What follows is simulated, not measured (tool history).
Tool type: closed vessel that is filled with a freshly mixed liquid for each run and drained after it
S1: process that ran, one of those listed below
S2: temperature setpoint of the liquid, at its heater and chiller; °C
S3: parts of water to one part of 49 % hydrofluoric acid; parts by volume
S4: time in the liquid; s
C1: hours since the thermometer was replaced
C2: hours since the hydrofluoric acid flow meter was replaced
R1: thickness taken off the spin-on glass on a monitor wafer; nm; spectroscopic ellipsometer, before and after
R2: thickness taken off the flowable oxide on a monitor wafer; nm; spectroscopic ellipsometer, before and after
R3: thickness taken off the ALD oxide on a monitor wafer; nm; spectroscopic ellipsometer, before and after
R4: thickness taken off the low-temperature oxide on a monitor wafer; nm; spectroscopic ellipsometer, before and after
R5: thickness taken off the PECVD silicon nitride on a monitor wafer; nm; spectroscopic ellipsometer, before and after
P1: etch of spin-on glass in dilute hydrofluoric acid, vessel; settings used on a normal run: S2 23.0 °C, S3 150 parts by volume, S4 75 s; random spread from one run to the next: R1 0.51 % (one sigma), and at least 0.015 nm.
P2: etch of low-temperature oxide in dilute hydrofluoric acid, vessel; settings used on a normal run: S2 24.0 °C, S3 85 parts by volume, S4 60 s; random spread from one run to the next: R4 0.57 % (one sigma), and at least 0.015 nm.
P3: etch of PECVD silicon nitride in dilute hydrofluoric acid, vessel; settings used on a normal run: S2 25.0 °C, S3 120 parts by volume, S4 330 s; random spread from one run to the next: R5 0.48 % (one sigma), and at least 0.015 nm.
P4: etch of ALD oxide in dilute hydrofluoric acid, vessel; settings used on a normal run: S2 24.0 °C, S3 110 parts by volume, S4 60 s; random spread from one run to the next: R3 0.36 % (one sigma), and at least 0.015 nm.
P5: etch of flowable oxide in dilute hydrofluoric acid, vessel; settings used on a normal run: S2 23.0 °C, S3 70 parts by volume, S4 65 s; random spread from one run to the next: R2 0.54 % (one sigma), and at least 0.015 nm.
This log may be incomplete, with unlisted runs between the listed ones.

{"run": 1, "hour": 3.8, "S1": "P1", "S2": 23.0, "S3": 150, "S4": 75, "C1": 724.3, "C2": 493.2, "R1": 25.632}
{"run": 2, "hour": 7.7, "S1": "P5", "S2": 23.0, "S3": 70, "S4": 65, "C1": 728.2, "C2": 497.1, "R2": 33.805}
{"run": 3, "hour": 11.8, "S1": "P4", "S2": 27.5, "S3": 110, "S4": 60, "C1": 732.3, "C2": 501.2, "R3": 7.9128}
{"run": 4, "hour": 14.5, "S1": "P2", "S2": 19.5, "S3": 85, "S4": 60, "C1": 735.0, "C2": 503.9, "R4": 10.315}
{"run": 5, "hour": 17.3, "S1": "P2", "S2": 24.0, "S3": 130, "S4": 60, "C1": 737.8, "C2": 506.7, "R4": 7.66}
{"run": 6, "hour": 20.2, "S1": "P1", "S2": 18.0, "S3": 150, "S4": 75, "C1": 740.7, "C2": 509.6, "R1": 20.799}
{"run": 7, "hour": 25.5, "S1": "P4", "S2": 24.0, "S3": 110, "S4": 30, "C1": 746.0, "C2": 514.9, "R3": 3.4847}
{"run": 8, "hour": 30.9, "S1": "P1", "S2": 23.0, "S3": 150, "S4": 115, "C1": 751.4, "C2": 520.3, "R1": 39.033}
{"run": 9, "hour": 34.3, "S1": "P5", "S2": 23.0, "S3": 120, "S4": 65, "C1": 754.8, "C2": 523.7, "R2": 18.642}
{"run": 10, "hour": 37.6, "S1": "P1", "S2": 23.0, "S3": 150, "S4": 75, "C1": 758.1, "C2": 527.0, "R1": 25.57}
{"run": 11, "hour": 40.8, "S1": "P3", "S2": 25.0, "S3": 120, "S4": 615, "C1": 761.3, "C2": 530.2, "R5": 30.902}
{"run": 12, "hour": 45.7, "S1": "P4", "S2": 24.0, "S3": 110, "S4": 60, "C1": 766.2, "C2": 535.1, "R3": 6.9122}
{"run": 13, "hour": 51.2, "S1": "P3", "S2": 25.0, "S3": 170, "S4": 330, "C1": 771.7, "C2": 540.6, "R5": 11.783}
{"run": 14, "hour": 54.5, "S1": "P5", "S2": 18.0, "S3": 70, "S4": 65, "C1": 775.0, "C2": 543.9, "R2": 27.724}
{"run": 15, "hour": 58.3, "S1": "P1", "S2": 23.0, "S3": 55, "S4": 75, "C1": 778.8, "C2": 547.7, "R1": 78.034}
{"run": 16, "hour": 62.2, "S1": "P3", "S2": 25.0, "S3": 120, "S4": 330, "C1": 782.7, "C2": 551.6, "R5": 16.668}
{"run": 17, "hour": 66.6, "S1": "P3", "S2": 31.5, "S3": 120, "S4": 330, "C1": 787.1, "C2": 556.0, "R5": 25.416}
{"run": 18, "hour": 69.2, "S1": "P1", "S2": 23.0, "S3": 150, "S4": 75, "C1": 789.7, "C2": 558.6, "R1": 25.416}
{"run": 19, "hour": 72.1, "S1": "P1", "S2": 30.5, "S3": 150, "S4": 75, "C1": 792.6, "C2": 561.5, "R1": 33.733}
{"run": 20, "hour": 76.2, "S1": "P1", "S2": 23.0, "S3": 70, "S4": 110, "C1": 796.7, "C2": 565.6, "R1": 87.826}
{"run": 21, "hour": 79.7, "S1": "P4", "S2": 24.0, "S3": 180, "S4": 60, "C1": 800.2, "C2": 569.1, "R3": 3.8966}
{"run": 22, "hour": 82.3, "S1": "P2", "S2": 24.0, "S3": 85, "S4": 115, "C1": 802.8, "C2": 571.7, "R4": 23.835}
{"run": 23, "hour": 86.6, "S1": "P1", "S2": 23.0, "S3": 270, "S4": 75, "C1": 807.1, "C2": 576.0, "R1": 12.479}
{"run": 24, "hour": 90.4, "S1": "P1", "S2": 23.0, "S3": 150, "S4": 30, "C1": 810.9, "C2": 579.8, "R1": 10.055}
{"run": 25, "hour": 95.9, "S1": "P4", "S2": 24.0, "S3": 110, "S4": 60, "C1": 816.4, "C2": 585.3, "R3": 6.9361}
{"run": 26, "hour": 99.8, "S1": "P5", "S2": 23.0, "S3": 70, "S4": 65, "C1": 820.3, "C2": 589.2, "R2": 34.006}
{"run": 27, "hour": 104.6, "S1": "P1", "S2": 23.0, "S3": 150, "S4": 75, "C1": 825.1, "C2": 594.0, "R1": 25.25}
{"run": 28, "hour": 109.3, "S1": "P1", "S2": 23.0, "S3": 150, "S4": 75, "C1": 829.8, "C2": 598.7, "R1": 25.223}
{"run": 29, "hour": 114.4, "S1": "P2", "S2": 24.0, "S3": 85, "S4": 60, "C1": 834.9, "C2": 603.8, "R4": 12.353}
{"run": 30, "hour": 119.9, "S1": "P5", "S2": 23.0, "S3": 70, "S4": 110, "C1": 840.4, "C2": 609.3, "R2": 57.681}
{"run": 31, "hour": 124.6, "S1": "P1", "S2": 23.0, "S3": 150, "S4": 75, "C1": 845.1, "C2": 614.0, "R1": 25.435}
{"run": 32, "hour": 127.8, "S1": "P1", "S2": 23.0, "S3": 150, "S4": 75, "C1": 848.3, "C2": 617.2, "R1": 26.075}
{"run": 33, "hour": 132.3, "S1": "P1", "S2": 23.0, "S3": 150, "S4": 75, "C1": 852.8, "C2": 621.7, "R1": 26.501}
{"run": 34, "hour": 137.5, "S1": "P1", "S2": 23.0, "S3": 150, "S4": 75, "C1": 858.0, "C2": 626.9, "R1": 26.517}
{"run": 35, "hour": 141.3, "S1": "P1", "S2": 23.0, "S3": 150, "S4": 75, "C1": 861.8, "C2": 630.7, "R1": 26.763}
{"run": 36, "hour": 145.9, "S1": "P1", "S2": 23.0, "S3": 150, "S4": 75, "C1": 866.4, "C2": 635.3, "R1": 26.799}
{"run": 37, "hour": 149.8, "S1": "P1", "S2": 23.0, "S3": 150, "S4": 75, "C1": 870.3, "C2": 639.2, "R1": 26.777}
{"run": 38, "hour": 153.2, "S1": "P1", "S2": 23.0, "S3": 150, "S4": 75, "C1": 873.7, "C2": 642.6, "R1": 26.804}

What P1 gives has crept away from where it was. These 2 causes fit the log equally well, each at the size given:
A: liquid hotter than its thermometer reads (K) = 1.43
B: hydrofluoric acid flow above the setpoint (%) = 4.81
Creep in the process output first set in at about hour 124.6.

Below are 4 check runs, each on a single wafer, with their results shown as question marks. Which of them would tell the listed causes apart, meaning the causes would give clearly different results under it?
{"run": "check 1", "hour": 156.6, "S1": "P5", "S2": 23.0, "S3": 70, "S4": 65, "R2": "?"}
{"run": "check 2", "hour": 156.6, "S1": "P2", "S2": 24.0, "S3": 85, "S4": 60, "R4": "?"}
{"run": "check 3", "hour": 156.6, "S1": "P4", "S2": 24.0, "S3": 110, "S4": 60, "R3": "?"}
{"run": "check 4", "hour": 156.6, "S1": "P3", "S2": 25.0, "S3": 120, "S4": 330, "R5": "?"}

Check results expected under each cause:
check=check_1 result=R2 if_A=36.053 if_B=35.799
check=check_2 result=R4 if_A=13.032 if_B=12.966
check=check_3 result=R3 if_A=7.3187 if_B=7.2987
check=check_4 result=R5 if_A=18.353 if_B=17.537
Minimum pairwise separation of causes per check, each pair taken at its best-separating result: check 1 0.71 %; check 2 0.5 %; check 3 0.27 %; check 4 4.55 %
The other checks would show nearly matching results whichever cause is true, so check 4 is the only one that separates the causes.

Here is what check 4 returned: R5 18.404 nm. Which cause is it?

The cause is A: liquid hotter than its thermometer reads (K).
